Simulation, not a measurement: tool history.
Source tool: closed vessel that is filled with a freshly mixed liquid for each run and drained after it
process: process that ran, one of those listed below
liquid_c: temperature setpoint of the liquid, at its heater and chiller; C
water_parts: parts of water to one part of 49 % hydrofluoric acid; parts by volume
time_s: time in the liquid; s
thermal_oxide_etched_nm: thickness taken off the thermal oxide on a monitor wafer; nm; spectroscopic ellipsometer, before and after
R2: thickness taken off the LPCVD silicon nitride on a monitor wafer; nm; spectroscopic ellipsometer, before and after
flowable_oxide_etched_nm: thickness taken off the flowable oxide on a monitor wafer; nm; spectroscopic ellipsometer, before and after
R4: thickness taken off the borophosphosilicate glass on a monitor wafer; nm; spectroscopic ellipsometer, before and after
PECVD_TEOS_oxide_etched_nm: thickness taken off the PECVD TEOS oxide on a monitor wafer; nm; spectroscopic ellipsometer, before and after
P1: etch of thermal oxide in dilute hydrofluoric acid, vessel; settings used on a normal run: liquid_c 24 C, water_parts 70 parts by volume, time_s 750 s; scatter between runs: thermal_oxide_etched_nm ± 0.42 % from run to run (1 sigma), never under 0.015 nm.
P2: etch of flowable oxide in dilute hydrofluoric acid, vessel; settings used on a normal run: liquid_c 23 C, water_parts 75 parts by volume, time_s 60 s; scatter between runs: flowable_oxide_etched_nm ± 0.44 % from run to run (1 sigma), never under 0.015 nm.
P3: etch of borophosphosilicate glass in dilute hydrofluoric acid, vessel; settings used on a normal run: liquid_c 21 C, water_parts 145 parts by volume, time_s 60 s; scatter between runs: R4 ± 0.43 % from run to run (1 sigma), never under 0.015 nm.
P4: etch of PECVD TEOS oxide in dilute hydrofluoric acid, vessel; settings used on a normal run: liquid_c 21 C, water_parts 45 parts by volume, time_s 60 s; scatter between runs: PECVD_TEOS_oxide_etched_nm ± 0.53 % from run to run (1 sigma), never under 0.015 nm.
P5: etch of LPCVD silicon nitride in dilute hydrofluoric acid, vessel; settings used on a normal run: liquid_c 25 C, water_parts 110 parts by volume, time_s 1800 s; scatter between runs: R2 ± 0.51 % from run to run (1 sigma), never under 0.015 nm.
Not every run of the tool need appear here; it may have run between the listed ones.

Run 1, day 0.438: process P1, liquid_c 24 C, water_parts 70 parts by volume, time_s 750 s. Result: thermal_oxide_etched_nm 48.99 nm.
Run 2, day 0.971: process P5, liquid_c 25 C, water_parts 110 parts by volume, time_s 1800 s. Result: R2 9.7707 nm.
Run 3, day 1.538: process P2, liquid_c 23 C, water_parts 75 parts by volume, time_s 60 s. Result: flowable_oxide_etched_nm 32.345 nm.
Run 4, day 2.092: process P3, liquid_c 17 C, water_parts 145 parts by volume, time_s 60 s. Result: R4 15.064 nm.
Run 5, day 2.467: process P1, liquid_c 24 C, water_parts 70 parts by volume, time_s 750 s. Result: thermal_oxide_etched_nm 49.144 nm.
Run 6, day 2.979: process P3, liquid_c 21 C, water_parts 145 parts by volume, time_s 30 s. Result: R4 8.801 nm.
Run 7, day 3.304: process P1, liquid_c 24 C, water_parts 70 parts by volume, time_s 750 s. Result: thermal_oxide_etched_nm 48.674 nm.
Run 8, day 3.879: process P4, liquid_c 27.5 C, water_parts 45 parts by volume, time_s 60 s. Result: PECVD_TEOS_oxide_etched_nm 14.258 nm.
Run 9, day 4.279: process P5, liquid_c 25 C, water_parts 110 parts by volume, time_s 3305 s. Result: R2 17.967 nm.
Run 10, day 4.796: process P2, liquid_c 23 C, water_parts 75 parts by volume, time_s 35 s. Result: flowable_oxide_etched_nm 19.002 nm.
Run 11, day 5.396: process P3, liquid_c 21 C, water_parts 220 parts by volume, time_s 60 s. Result: R4 10.798 nm.
Run 12, day 5.738: process P1, liquid_c 24 C, water_parts 100 parts by volume, time_s 750 s. Result: thermal_oxide_etched_nm 32.83 nm.
Run 13, day 6.308: process P2, liquid_c 26.5 C, water_parts 75 parts by volume, time_s 60 s. Result: flowable_oxide_etched_nm 37.802 nm.
Run 14, day 6.808: process P1, liquid_c 24 C, water_parts 70 parts by volume, time_s 750 s. Result: thermal_oxide_etched_nm 49.557 nm.
Run 15, day 7.296: process P1, liquid_c 24 C, water_parts 70 parts by volume, time_s 1350 s. Result: thermal_oxide_etched_nm 87.939 nm.
Run 16, day 7.904: process P4, liquid_c 21 C, water_parts 45 parts by volume, time_s 60 s. Result: PECVD_TEOS_oxide_etched_nm 10.831 nm.
Run 17, day 8.467: process P1, liquid_c 24 C, water_parts 70 parts by volume, time_s 85 s. Result: thermal_oxide_etched_nm 5.4891 nm.
Run 18, day 8.992: process P5, liquid_c 32 C, water_parts 110 parts by volume, time_s 1800 s. Result: R2 15.366 nm.
Run 19, day 9.317: process P1, liquid_c 19.5 C, water_parts 70 parts by volume, time_s 750 s. Result: thermal_oxide_etched_nm 40.727 nm.
Run 20, day 9.733: process P1, liquid_c 28 C, water_parts 70 parts by volume, time_s 750 s. Result: thermal_oxide_etched_nm 57.441 nm.
Run 21, day 10.35: process P1, liquid_c 24 C, water_parts 40 parts by volume, time_s 750 s. Result: thermal_oxide_etched_nm 89.607 nm.
Run 22, day 10.754: process P3, liquid_c 21 C, water_parts 145 parts by volume, time_s 60 s. Result: R4 17.625 nm.
Run 23, day 11.125: process P4, liquid_c 21 C, water_parts 45 parts by volume, time_s 60 s. Result: PECVD_TEOS_oxide_etched_nm 10.937 nm.
Run 24, day 11.525: process P1, liquid_c 24 C, water_parts 100 parts by volume, time_s 1140 s. Result: thermal_oxide_etched_nm 50.374 nm.
Run 25, day 11.929: process P5, liquid_c 25 C, water_parts 25 parts by volume, time_s 1800 s. Result: R2 41.884 nm.
Run 26, day 12.292: process P2, liquid_c 23 C, water_parts 125 parts by volume, time_s 60 s. Result: flowable_oxide_etched_nm 18.477 nm.
Run 27, day 12.817: process P3, liquid_c 21 C, water_parts 145 parts by volume, time_s 60 s. Result: R4 17.627 nm.
Run 28, day 13.162: process P4, liquid_c 21 C, water_parts 45 parts by volume, time_s 90 s. Result: PECVD_TEOS_oxide_etched_nm 16.359 nm.
Run 29, day 13.671: process P4, liquid_c 21 C, water_parts 20 parts by volume, time_s 60 s. Result: PECVD_TEOS_oxide_etched_nm 25.09 nm.
Run 30, day 13.988: process P1, liquid_c 24 C, water_parts 70 parts by volume, time_s 750 s. Result: thermal_oxide_etched_nm 48.977 nm.
Run 31, day 14.638: process P1, liquid_c 24 C, water_parts 70 parts by volume, time_s 750 s. Result: thermal_oxide_etched_nm 48.869 nm.
Run 32, day 14.929: process P1, liquid_c 24 C, water_parts 70 parts by volume, time_s 750 s. Result: thermal_oxide_etched_nm 49.118 nm.
Run 33, day 15.492: process P1, liquid_c 24 C, water_parts 70 parts by volume, time_s 750 s. Result: thermal_oxide_etched_nm 46.278 nm.
Run 34, day 15.779: process P1, liquid_c 24 C, water_parts 70 parts by volume, time_s 750 s. Result: thermal_oxide_etched_nm 45.667 nm.
Run 35, day 16.071: process P1, liquid_c 24 C, water_parts 70 parts by volume, time_s 750 s. Result: thermal_oxide_etched_nm 45.505 nm.
Run 36, day 16.4: process P1, liquid_c 24 C, water_parts 70 parts by volume, time_s 750 s. Result: thermal_oxide_etched_nm 45.226 nm.
Run 37, day 16.692: process P1, liquid_c 24 C, water_parts 70 parts by volume, time_s 750 s. Result: thermal_oxide_etched_nm 44.828 nm.
Run 38, day 17.05: process P1, liquid_c 24 C, water_parts 70 parts by volume, time_s 750 s. Result: thermal_oxide_etched_nm 44.816 nm.
Run 39, day 17.479: process P1, liquid_c 24 C, water_parts 70 parts by volume, time_s 750 s. Result: thermal_oxide_etched_nm 44.953 nm.

Something has made what P1 gives creep away from where it was; the 2 causes below, each at its own stated size, fit the log equally well:
A: hydrofluoric acid flow below the setpoint (%) = 7.84
B: liquid colder than its thermometer reads (K) = 2.19
The process output started creeping at around day 14.929.

Consider the 4 single-wafer check runs listed below, results given as question marks: which one distinguishes between the causes by giving clearly different results for each?
Run check 1, day 17.908: process P4, liquid_c 21 C, water_parts 45 parts by volume, time_s 60 s. Result: PECVD_TEOS_oxide_etched_nm ?.
Run check 2, day 17.908: process P2, liquid_c 23 C, water_parts 75 parts by volume, time_s 60 s. Result: flowable_oxide_etched_nm ?.
Run check 3, day 17.908: process P5, liquid_c 25 C, water_parts 110 parts by volume, time_s 1800 s. Result: R2 ?.
Run check 4, day 17.908: process P3, liquid_c 21 C, water_parts 145 parts by volume, time_s 60 s. Result: R4 ?.

Check results expected under each cause:
  check                      result    if A    if B
check 1  PECVD_TEOS_oxide_etched_nm  9.9464   9.877
check 2    flowable_oxide_etched_nm  29.857  29.844
check 3                          R2  9.0486  8.4974
check 4                          R4  16.085  16.203
Separation of the two closest causes in each check, using whichever result separates them best: check 1 0.7 %; check 2 0.04 %; check 3 6.28 %; check 4 0.73 %
Of the check runs offered, only check 3 discriminates between the causes; the rest would read about the same regardless of which cause applies.

Running check 3 produced the following: R2 9.0272 nm. Which one of the listed causes fits?

It is A: hydrofluoric acid flow below the setpoint (%).
